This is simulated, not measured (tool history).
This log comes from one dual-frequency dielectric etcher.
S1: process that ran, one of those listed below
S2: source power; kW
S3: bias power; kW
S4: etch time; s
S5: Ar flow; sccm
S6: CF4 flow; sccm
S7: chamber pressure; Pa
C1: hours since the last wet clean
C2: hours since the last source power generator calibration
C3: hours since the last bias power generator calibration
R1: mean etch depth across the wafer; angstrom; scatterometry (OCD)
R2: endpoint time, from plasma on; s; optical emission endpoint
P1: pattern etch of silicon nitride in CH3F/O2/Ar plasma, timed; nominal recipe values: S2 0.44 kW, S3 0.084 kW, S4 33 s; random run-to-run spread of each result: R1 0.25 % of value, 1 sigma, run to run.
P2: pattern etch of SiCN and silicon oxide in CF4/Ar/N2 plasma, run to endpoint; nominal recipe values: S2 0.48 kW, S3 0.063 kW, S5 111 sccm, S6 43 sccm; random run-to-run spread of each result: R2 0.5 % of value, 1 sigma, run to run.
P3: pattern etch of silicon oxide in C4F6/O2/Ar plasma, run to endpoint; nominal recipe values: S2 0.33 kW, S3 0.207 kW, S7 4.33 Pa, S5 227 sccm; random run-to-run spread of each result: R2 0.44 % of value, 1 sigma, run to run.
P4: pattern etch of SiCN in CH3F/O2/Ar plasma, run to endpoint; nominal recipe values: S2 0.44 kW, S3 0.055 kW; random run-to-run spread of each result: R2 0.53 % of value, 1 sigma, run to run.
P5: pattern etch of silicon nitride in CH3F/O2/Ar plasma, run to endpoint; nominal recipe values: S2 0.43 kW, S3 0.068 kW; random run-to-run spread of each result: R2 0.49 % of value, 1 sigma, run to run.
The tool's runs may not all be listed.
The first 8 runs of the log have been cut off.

run   hour  S1    S2     S3    S4   S5  S6    S7     C1      C2      C3      R1      R2
  9   86.1  P1  0.44  0.084    33                 278.1  1638.3  2126.4  252.92
 10   97.8  P5  0.43  0.068                       289.8    1650  2138.1          62.729
 11  106.4  P1  0.44  0.103  21.5                 298.4  1658.6  2146.7  178.25
 12  112.9  P1  0.44  0.084    33                 304.9  1665.1  2153.2  253.75
 13  123.3  P1  0.44  0.084    25                 315.3  1675.5  2163.6  192.27
 14  129.5  P3  0.33  0.207        227      5.87  321.5  1681.7  2169.8          9.3025
 15  141.2  P3  0.33  0.207        132      4.33  333.2  1693.4  2181.5           8.415
 16  149.5  P2  0.48  0.063        111  43        341.5  1701.7  2189.8          20.244
 17  154.7  P1  0.44  0.084    33                 346.7  1706.9    2195  254.23
 18  163.8  P4  0.28  0.055                       355.8    1716  2204.1          28.962
 19  173.4  P2  0.48  0.063         71  43        365.4  1725.6  2213.7          18.515
 20  183.9  P4  0.44  0.055                       375.9  1736.1  2224.2          24.717
 21  190.4  P1  0.44  0.084    33                 382.4  1742.6  2230.7  254.67
 22  199.5  P3  0.33  0.288        227      4.33  391.5  1751.7  2239.8          8.0108
 23  204.9  P3  0.43  0.207        227      4.33  396.9  1757.1  2245.2           8.141
 24  211.9  P2  0.48   0.04        111  43        403.9  1764.1  2252.2          23.211
 25  217.4  P1  0.44  0.065    19                 409.4  1769.6  2257.7  133.97

Run 26, settings as shown, results not yet in. Your forecast:
 26   224  P5  0.25  0.068                  416  1776.2  2264.3       ?

Run 26 produced R2 77.619 s.
